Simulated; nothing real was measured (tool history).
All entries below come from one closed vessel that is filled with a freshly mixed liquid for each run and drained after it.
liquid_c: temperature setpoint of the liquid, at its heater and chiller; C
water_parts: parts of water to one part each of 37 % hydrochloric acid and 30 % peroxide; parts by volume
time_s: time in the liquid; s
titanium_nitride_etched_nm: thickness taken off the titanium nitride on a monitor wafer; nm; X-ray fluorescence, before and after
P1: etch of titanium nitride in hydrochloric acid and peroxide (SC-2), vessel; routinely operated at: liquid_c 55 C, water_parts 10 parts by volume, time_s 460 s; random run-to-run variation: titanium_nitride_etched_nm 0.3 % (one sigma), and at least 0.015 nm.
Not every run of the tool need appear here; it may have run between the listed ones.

Run 1, hour 6.7: liquid_c 55 C, water_parts 10 parts by volume, time_s 460 s. Result: titanium_nitride_etched_nm 9.8667 nm.
Run 2, hour 16.4: liquid_c 55 C, water_parts 10 parts by volume, time_s 460 s. Result: titanium_nitride_etched_nm 9.8177 nm.
Run 3, hour 27.9: liquid_c 55 C, water_parts 10 parts by volume, time_s 900 s. Result: titanium_nitride_etched_nm 19.288 nm.
At hour 31.5: chemicals flow meter replaced.
Run 4, hour 39.3: liquid_c 63 C, water_parts 15.5 parts by volume, time_s 460 s. Result: titanium_nitride_etched_nm 11.257 nm.
Run 5, hour 50.6: liquid_c 55 C, water_parts 10 parts by volume, time_s 30 s. Result: titanium_nitride_etched_nm 0.64805 nm.
Run 6, hour 57.5: liquid_c 66.5 C, water_parts 10 parts by volume, time_s 460 s. Result: titanium_nitride_etched_nm 20.179 nm.
Run 7, hour 64.8: liquid_c 55 C, water_parts 10 parts by volume, time_s 460 s. Result: titanium_nitride_etched_nm 9.8744 nm.
Run 8, hour 75.5: liquid_c 55 C, water_parts 18 parts by volume, time_s 460 s. Result: titanium_nitride_etched_nm 5.8867 nm.
Run 9, hour 86.8: liquid_c 55 C, water_parts 10 parts by volume, time_s 460 s. Result: titanium_nitride_etched_nm 9.8504 nm.
Run 10, hour 96.1: liquid_c 55 C, water_parts 5.5 parts by volume, time_s 885 s. Result: titanium_nitride_etched_nm 30.294 nm.
Run 11, hour 101.8: liquid_c 55 C, water_parts 10 parts by volume, time_s 460 s. Result: titanium_nitride_etched_nm 9.8461 nm.
Run 12, hour 109.6: liquid_c 55 C, water_parts 4 parts by volume, time_s 460 s. Result: titanium_nitride_etched_nm 19.795 nm.
Run 13, hour 121.3: liquid_c 42 C, water_parts 10 parts by volume, time_s 460 s. Result: titanium_nitride_etched_nm 4.1263 nm.
Run 14, hour 130.7: liquid_c 55 C, water_parts 10 parts by volume, time_s 460 s. Result: titanium_nitride_etched_nm 9.8931 nm.
Run 15, hour 137: liquid_c 55 C, water_parts 10 parts by volume, time_s 460 s. Result: titanium_nitride_etched_nm 10.219 nm.
Run 16, hour 144.7: liquid_c 55 C, water_parts 10 parts by volume, time_s 460 s. Result: titanium_nitride_etched_nm 10.39 nm.
Run 17, hour 152: liquid_c 55 C, water_parts 10 parts by volume, time_s 460 s. Result: titanium_nitride_etched_nm 10.609 nm.
Run 18, hour 162.2: liquid_c 55 C, water_parts 10 parts by volume, time_s 460 s. Result: titanium_nitride_etched_nm 10.603 nm.
Run 19, hour 168.7: liquid_c 55 C, water_parts 10 parts by volume, time_s 460 s. Result: titanium_nitride_etched_nm 10.703 nm.
Run 20, hour 177: liquid_c 55 C, water_parts 10 parts by volume, time_s 460 s. Result: titanium_nitride_etched_nm 10.701 nm.
Run 21, hour 182.9: liquid_c 55 C, water_parts 10 parts by volume, time_s 460 s. Result: titanium_nitride_etched_nm 10.784 nm.

The output of P1 has drifted from where it used to be. Each of the 2 causes below, taken at the size shown beside it, accounts for the log equally well:
A: chemicals flow above the setpoint (%) = 10.8
B: liquid hotter than its thermometer reads (K) = 1.32
At approximately hour 130.7, the process output began to creep.
Ruled out, with reasons:
peroxide weaker than its label (%): at most 8, giving a -7.4 % change in titanium_nitride_etched_nm: too small, or against the direction of the creep

4 check runs are offered, each on 2 wafers whose results are averaged, their results left as question marks. Which one tells the causes apart?
Run check 1, hour 188.8: liquid_c 55 C, water_parts 16 parts by volume, time_s 460 s. Result: titanium_nitride_etched_nm ?.
Run check 2, hour 188.8: liquid_c 45.5 C, water_parts 4 parts by volume, time_s 460 s. Result: titanium_nitride_etched_nm ?.
Run check 3, hour 188.8: liquid_c 61 C, water_parts 10 parts by volume, time_s 460 s. Result: titanium_nitride_etched_nm ?.
Run check 4, hour 188.8: liquid_c 55 C, water_parts 14.5 parts by volume, time_s 460 s. Result: titanium_nitride_etched_nm ?.

Check results expected under each cause:
  check                      result    if A    if B
check 1  titanium_nitride_etched_nm  7.1909  7.1504
check 2  titanium_nitride_etched_nm  11.194  11.454
check 3  titanium_nitride_etched_nm  15.695  15.652
check 4  titanium_nitride_etched_nm  7.8357  7.8004
Gap, in per cent, between the two causes that each check separates least, read from the result that separates them most: check 1 0.56 %; check 2 2.29 %; check 3 0.28 %; check 4 0.45 %
Only check 2 tells the causes apart: in the others they would give nearly the same result.

The results of check 2 are: titanium_nitride_etched_nm 11.414 nm. Based on these, which of the listed causes is it?

The correct cause is B, namely: liquid hotter than its thermometer reads (K).
